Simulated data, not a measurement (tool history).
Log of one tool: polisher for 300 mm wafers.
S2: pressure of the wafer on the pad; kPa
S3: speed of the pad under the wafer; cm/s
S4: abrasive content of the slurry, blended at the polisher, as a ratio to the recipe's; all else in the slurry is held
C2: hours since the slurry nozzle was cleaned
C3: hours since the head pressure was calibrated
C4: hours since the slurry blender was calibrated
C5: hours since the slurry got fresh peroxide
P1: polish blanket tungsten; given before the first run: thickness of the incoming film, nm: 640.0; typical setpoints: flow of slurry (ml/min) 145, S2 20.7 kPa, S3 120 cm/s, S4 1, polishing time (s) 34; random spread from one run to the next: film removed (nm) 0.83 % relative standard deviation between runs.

{"run": 1, "day": 0.4, "flow of slurry (ml/min)": 145, "S2": 20.7, "S3": 120, "S4": 1, "polishing time (s)": 34, "wafers polished on this pad": 661, "C2": 84.7, "C3": 680.7, "C4": 269.8, "C5": 35.6, "film removed (nm)": 183.74}
{"run": 2, "day": 0.958, "flow of slurry (ml/min)": 95, "S2": 20.7, "S3": 120, "S4": 1, "polishing time (s)": 20, "wafers polished on this pad": 843, "C2": 98.1, "C3": 694.1, "C4": 283.2, "C5": 49, "film removed (nm)": 99.672}
{"day": 1.308, "done": "slurry tank refilled with fresh slurry and peroxide"}
{"run": 3, "day": 1.438, "flow of slurry (ml/min)": 145, "S2": 20.7, "S3": 58, "S4": 1, "polishing time (s)": 34, "wafers polished on this pad": 1000, "C2": 109.6, "C3": 705.6, "C4": 294.7, "C5": 3.1, "film removed (nm)": 90.424}
{"run": 4, "day": 1.988, "flow of slurry (ml/min)": 145, "S2": 20.7, "S3": 120, "S4": 1, "polishing time (s)": 34, "wafers polished on this pad": 1180, "C2": 122.8, "C3": 718.8, "C4": 307.9, "C5": 16.3, "film removed (nm)": 184.54}
{"run": 5, "day": 2.35, "flow of slurry (ml/min)": 145, "S2": 14.5, "S3": 90, "S4": 1, "polishing time (s)": 34, "wafers polished on this pad": 1298, "C2": 131.5, "C3": 727.5, "C4": 316.6, "C5": 25, "film removed (nm)": 97.506}
{"run": 6, "day": 2.662, "flow of slurry (ml/min)": 145, "S2": 20.7, "S3": 120, "S4": 1, "polishing time (s)": 52, "wafers polished on this pad": 1401, "C2": 139, "C3": 735, "C4": 324.1, "C5": 32.5, "film removed (nm)": 283.43}
{"run": 7, "day": 3.062, "flow of slurry (ml/min)": 85, "S2": 20.7, "S3": 120, "S4": 1, "polishing time (s)": 34, "wafers polished on this pad": 1531, "C2": 148.6, "C3": 744.6, "C4": 333.7, "C5": 42.1, "film removed (nm)": 164.64}
{"run": 8, "day": 3.533, "flow of slurry (ml/min)": 145, "S2": 20.7, "S3": 190, "S4": 1, "polishing time (s)": 34, "wafers polished on this pad": 1685, "C2": 159.9, "C3": 755.9, "C4": 345, "C5": 53.4, "film removed (nm)": 293.44}
{"run": 9, "day": 4.062, "flow of slurry (ml/min)": 145, "S2": 20.7, "S3": 120, "S4": 1, "polishing time (s)": 34, "wafers polished on this pad": 1858, "C2": 172.6, "C3": 768.6, "C4": 357.7, "C5": 66.1, "film removed (nm)": 184.55}
{"run": 10, "day": 4.617, "flow of slurry (ml/min)": 145, "S2": 31, "S3": 120, "S4": 1, "polishing time (s)": 34, "wafers polished on this pad": 2040, "C2": 185.9, "C3": 781.9, "C4": 371, "C5": 79.4, "film removed (nm)": 278.3}
{"run": 11, "day": 5.271, "flow of slurry (ml/min)": 145, "S2": 20.7, "S3": 120, "S4": 1, "polishing time (s)": 34, "wafers polished on this pad": 2254, "C2": 201.6, "C3": 797.6, "C4": 386.7, "C5": 95.1, "film removed (nm)": 184.41}
{"run": 12, "day": 5.629, "flow of slurry (ml/min)": 190, "S2": 20.7, "S3": 120, "S4": 1, "polishing time (s)": 34, "wafers polished on this pad": 2371, "C2": 210.2, "C3": 806.2, "C4": 395.3, "C5": 103.7, "film removed (nm)": 193.35}
{"run": 13, "day": 6.262, "flow of slurry (ml/min)": 145, "S2": 20.7, "S3": 120, "S4": 1, "polishing time (s)": 34, "wafers polished on this pad": 2578, "C2": 225.4, "C3": 821.4, "C4": 410.5, "C5": 118.9, "film removed (nm)": 187.63}
{"run": 14, "day": 6.779, "flow of slurry (ml/min)": 145, "S2": 20.7, "S3": 120, "S4": 1, "polishing time (s)": 22, "wafers polished on this pad": 2747, "C2": 237.8, "C3": 833.8, "C4": 422.9, "C5": 131.3, "film removed (nm)": 120.79}
{"run": 15, "day": 7.329, "flow of slurry (ml/min)": 145, "S2": 20.7, "S3": 120, "S4": 1, "polishing time (s)": 34, "wafers polished on this pad": 2927, "C2": 251, "C3": 847, "C4": 436.1, "C5": 144.5, "film removed (nm)": 185.63}
{"run": 16, "day": 7.692, "flow of slurry (ml/min)": 145, "S2": 9.7, "S3": 120, "S4": 1, "polishing time (s)": 34, "wafers polished on this pad": 3045, "C2": 259.7, "C3": 855.7, "C4": 444.8, "C5": 153.2, "film removed (nm)": 85.526}
{"run": 17, "day": 8.329, "flow of slurry (ml/min)": 145, "S2": 20.7, "S3": 120, "S4": 0.8, "polishing time (s)": 34, "wafers polished on this pad": 3254, "C2": 275, "C3": 871, "C4": 460.1, "C5": 168.5, "film removed (nm)": 177.78}
{"run": 18, "day": 8.692, "flow of slurry (ml/min)": 145, "S2": 14.5, "S3": 64, "S4": 1, "polishing time (s)": 34, "wafers polished on this pad": 3372, "C2": 283.7, "C3": 879.7, "C4": 468.8, "C5": 177.2, "film removed (nm)": 69.595}
{"run": 19, "day": 9.067, "flow of slurry (ml/min)": 145, "S2": 20.7, "S3": 120, "S4": 1.5, "polishing time (s)": 34, "wafers polished on this pad": 3495, "C2": 292.7, "C3": 888.7, "C4": 477.8, "C5": 186.2, "film removed (nm)": 208.49}
{"run": 20, "day": 9.621, "flow of slurry (ml/min)": 145, "S2": 20.7, "S3": 120, "S4": 1, "polishing time (s)": 34, "wafers polished on this pad": 3676, "C2": 306, "C3": 902, "C4": 491.1, "C5": 199.5, "film removed (nm)": 188.49}
{"run": 21, "day": 10.242, "flow of slurry (ml/min)": 145, "S2": 20.7, "S3": 120, "S4": 1, "polishing time (s)": 34, "wafers polished on this pad": 3879, "C2": 320.9, "C3": 916.9, "C4": 506, "C5": 214.4, "film removed (nm)": 180.72}
{"run": 22, "day": 10.662, "flow of slurry (ml/min)": 145, "S2": 20.7, "S3": 120, "S4": 1, "polishing time (s)": 34, "wafers polished on this pad": 4017, "C2": 331, "C3": 927, "C4": 516.1, "C5": 224.5, "film removed (nm)": 178.95}
{"run": 23, "day": 11.05, "flow of slurry (ml/min)": 145, "S2": 20.7, "S3": 120, "S4": 1, "polishing time (s)": 34, "wafers polished on this pad": 4144, "C2": 340.3, "C3": 936.3, "C4": 525.4, "C5": 233.8, "film removed (nm)": 175.56}
{"run": 24, "day": 11.675, "flow of slurry (ml/min)": 145, "S2": 20.7, "S3": 120, "S4": 1, "polishing time (s)": 34, "wafers polished on this pad": 4348, "C2": 355.3, "C3": 951.3, "C4": 540.4, "C5": 248.8, "film removed (nm)": 174.17}
{"day": 12.008, "done": "slurry blender recalibrated"}
{"run": 25, "day": 12.292, "flow of slurry (ml/min)": 145, "S2": 20.7, "S3": 120, "S4": 1, "polishing time (s)": 34, "wafers polished on this pad": 4550, "C2": 370.1, "C3": 966.1, "C4": 6.9, "C5": 263.6, "film removed (nm)": 174.19}
{"day": 12.654, "done": "worn pad replaced by a new one"}
{"day": 12.942, "done": "head pressure recalibrated"}
{"run": 26, "day": 12.946, "flow of slurry (ml/min)": 145, "S2": 20.7, "S3": 120, "S4": 1, "polishing time (s)": 34, "wafers polished on this pad": 95, "C2": 385.8, "C3": 0.1, "C4": 22.6, "C5": 279.3, "film removed (nm)": 172.04}
{"run": 27, "day": 13.629, "flow of slurry (ml/min)": 145, "S2": 20.7, "S3": 120, "S4": 1, "polishing time (s)": 34, "wafers polished on this pad": 318, "C2": 402.2, "C3": 16.5, "C4": 39, "C5": 295.7, "film removed (nm)": 173.79}
{"run": 28, "day": 13.971, "flow of slurry (ml/min)": 145, "S2": 20.7, "S3": 120, "S4": 1, "polishing time (s)": 34, "wafers polished on this pad": 430, "C2": 410.4, "C3": 24.7, "C4": 47.2, "C5": 303.9, "film removed (nm)": 172.74}
{"run": 29, "day": 14.275, "flow of slurry (ml/min)": 145, "S2": 20.7, "S3": 120, "S4": 1, "polishing time (s)": 34, "wafers polished on this pad": 530, "C2": 417.7, "C3": 32, "C4": 54.5, "C5": 311.2, "film removed (nm)": 173.38}

The log shows P1 creeping away from where it was. Any of the 2 causes listed here, at the size stated for it, fits the log just as well as the others:
A: peroxide lost from the slurry, % = 18.9
B: slurry flow missing at the pad, % = 31.6
Onset of the creep was near day 9.621.
Other possible causes, and why each is ruled out:
removal rate lost through wear of the pad, %: serviced at day 12.654, after the change had begun; the process did not return to its earlier output
head's pressure below its setpoint, %: serviced at day 12.942, after the change had begun; the process did not return to its earlier output
abrasive missing from the slurry, %: serviced at day 12.008, after the change had begun; the process did not return to its earlier output

You are offered 4 check runs, listed below with question marks in place of their results; each one averages 2 wafers. Which run separates the listed causes by giving clearly different results for each?
{"run": "check 1", "day": 14.579, "flow of slurry (ml/min)": 145, "S2": 20.7, "S3": 58, "S4": 1, "polishing time (s)": 50, "film removed (nm)": "?"}
{"run": "check 2", "day": 14.579, "flow of slurry (ml/min)": 90, "S2": 20.7, "S3": 156, "S4": 1, "polishing time (s)": 34, "film removed (nm)": "?"}
{"run": "check 3", "day": 14.579, "flow of slurry (ml/min)": 145, "S2": 30.3, "S3": 178, "S4": 1, "polishing time (s)": 34, "film removed (nm)": "?"}
{"run": "check 4", "day": 14.579, "flow of slurry (ml/min)": 145, "S2": 11.7, "S3": 68, "S4": 1, "polishing time (s)": 34, "film removed (nm)": "?"}

If the cause were each of the candidates in turn, the checks would give the following:
check=check_1 result=film_removed_(nm) if_A=122 if_B=121.99
check=check_2 result=film_removed_(nm) if_A=200.45 if_B=192.18
check=check_3 result=film_removed_(nm) if_A=373.42 if_B=373.4
check=check_4 result=film_removed_(nm) if_A=55.117 if_B=55.113
Smallest distance between any two causes, each pair judged by its most separating result, in per cent: check 1 0.01 %; check 2 4.21 %; check 3 0.01 %; check 4 0.01 %
The causes can be told apart only by check 2. The other checks would give nearly the same results under each of them.

With check 2 done, the readings were: film removed (nm) 190.25. Identify which of the listed causes applies.

The correct cause is B, namely: slurry flow missing at the pad, %.
